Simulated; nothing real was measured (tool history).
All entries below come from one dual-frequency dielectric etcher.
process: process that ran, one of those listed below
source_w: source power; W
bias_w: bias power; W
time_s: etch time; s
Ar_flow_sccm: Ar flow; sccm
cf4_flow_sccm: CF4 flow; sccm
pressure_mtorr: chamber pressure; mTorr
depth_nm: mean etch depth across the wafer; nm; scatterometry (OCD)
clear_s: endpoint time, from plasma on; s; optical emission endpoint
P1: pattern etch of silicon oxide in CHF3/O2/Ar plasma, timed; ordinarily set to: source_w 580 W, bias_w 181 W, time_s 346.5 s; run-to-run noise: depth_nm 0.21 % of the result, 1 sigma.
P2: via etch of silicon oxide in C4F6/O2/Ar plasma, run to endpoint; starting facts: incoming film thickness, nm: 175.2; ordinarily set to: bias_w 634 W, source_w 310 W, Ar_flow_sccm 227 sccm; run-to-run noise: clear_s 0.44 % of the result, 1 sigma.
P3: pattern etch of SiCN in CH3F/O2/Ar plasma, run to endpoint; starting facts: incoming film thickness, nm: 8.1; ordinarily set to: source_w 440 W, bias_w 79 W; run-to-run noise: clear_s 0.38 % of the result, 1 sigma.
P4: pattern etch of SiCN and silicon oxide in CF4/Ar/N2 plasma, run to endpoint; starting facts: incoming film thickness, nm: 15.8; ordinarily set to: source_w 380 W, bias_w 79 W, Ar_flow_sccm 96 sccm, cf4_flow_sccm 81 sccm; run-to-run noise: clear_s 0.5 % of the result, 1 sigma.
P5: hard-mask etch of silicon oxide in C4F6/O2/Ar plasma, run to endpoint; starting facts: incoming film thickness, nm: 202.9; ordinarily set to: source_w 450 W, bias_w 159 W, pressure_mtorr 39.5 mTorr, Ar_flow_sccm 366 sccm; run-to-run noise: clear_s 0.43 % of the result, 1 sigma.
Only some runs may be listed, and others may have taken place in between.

run,day,process,source_w,bias_w,time_s,Ar_flow_sccm,cf4_flow_sccm,pressure_mtorr,depth_nm,clear_s
1,0.258,P1,580,181,346.5,,,,655.55,
2,0.483,P1,410,181,437.5,,,,726.39,
3,0.708,P1,440,181,346.5,,,,590.93,
4,1.046,P4,380,93,,96,81,,,19.706
5,1.275,P3,270,79,,,,,,24.188
6,1.688,P1,580,181,346.5,,,,657.25,
7,1.9,P4,380,79,,96,81,,,20.64
8,2.175,P1,680,181,194,,,,391.28,
9,2.608,P2,310,634,,300,,,,38.976
10,2.929,P2,210,634,,227,,,,43.617
11,3.288,P4,380,79,,79,81,,,20.152
12,3.65,P4,380,79,,96,114,,,20.009
13,4.062,P5,450,123,,366,,39.5,,74.677
14,4.429,P1,580,181,468.5,,,,888.84,
15,4.792,P1,580,181,190.5,,,,361.18,
16,5.229,P1,580,120,346.5,,,,574.83,
17,5.517,P5,450,159,,366,,39.5,,68.886
18,5.867,P5,450,159,,366,,56,,71.18
19,6.238,P2,310,634,,227,,,,38.127
20,6.538,P4,380,79,,96,81,,,20.681
21,6.796,P1,580,235,346.5,,,,715.1,
22,7.254,P2,310,634,,227,,,,37.464
23,7.529,P4,490,79,,96,81,,,16.583
24,7.854,P3,440,61,,,,,,21.734
25,8.179,P1,720,140,346.5,,,,657.05,
26,8.496,P5,590,159,,366,,39.5,,61.726
27,8.829,P2,310,894,,227,,,,32.776
28,9.092,P1,580,181,346.5,,,,656.11,
29,9.292,P1,690,181,346.5,,,,700.81,
30,9.671,P3,440,79,,,,,,20.027
31,10,P1,580,181,346.5,,,,657.09,
32,10.375,P3,440,79,,,,,,19.885
33,10.571,P5,450,159,,237,,39.5,,65.174
34,10.996,P1,580,181,346.5,,,,657.99,
35,11.283,P1,580,181,346.5,,,,655.91,
36,11.492,P1,580,181,346.5,,,,652.38,
37,11.771,P1,580,181,346.5,,,,651.26,
38,12.196,P1,580,181,346.5,,,,648.53,
# day 12.317: wet clean of the chamber
39,12.442,P1,580,181,346.5,,,,646.79,
40,12.696,P1,580,181,346.5,,,,647.34,
41,13.117,P1,580,181,346.5,,,,647.09,
42,13.442,P1,580,181,346.5,,,,645.18,
43,13.788,P1,580,181,346.5,,,,642.76,
44,14.225,P1,580,181,346.5,,,,645.78,

The output of P1 has drifted from where it used to be. Each of the 2 causes below, taken at the size shown beside it, accounts for the log equally well:
A: source power that arrives under what is set, % = 4.26
B: bias power that arrives under what is set, % = 4.84
Creep in the process output first set in at about day 10.996.
Why every other cause is out:
chamber walls in a state that lowers the etch rate, %: its service at day 12.317 followed the start of the drift and did not put the process back to its old value

4 check runs are offered, each on 3 wafers whose results are averaged, their results left as question marks. Which one tells the causes apart?
check 1,14.662,P4,380,79,,96,81,,,?
check 2,14.662,P2,310,634,,227,,,,?
check 3,14.662,P5,450,159,,366,,39.5,,?
check 4,14.662,P3,440,79,,,,,,?

If the cause were each of the candidates in turn, the checks would give the following:
check,result,if A,if B
check 1,clear_s,21.52,21.059
check 2,clear_s,38.428,38.562
check 3,clear_s,69.825,69.678
check 4,clear_s,20.317,20.345
Smallest distance between any two causes, each pair judged by its most separating result, in per cent: check 1 2.16 %; check 2 0.35 %; check 3 0.21 %; check 4 0.14 %
The causes can be told apart only by check 1. The other checks would give nearly the same results under each of them.

With check 1 done, the readings were: clear_s 21.074 s. Identify which of the listed causes applies.

The correct cause is B, namely: bias power that arrives under what is set, %.
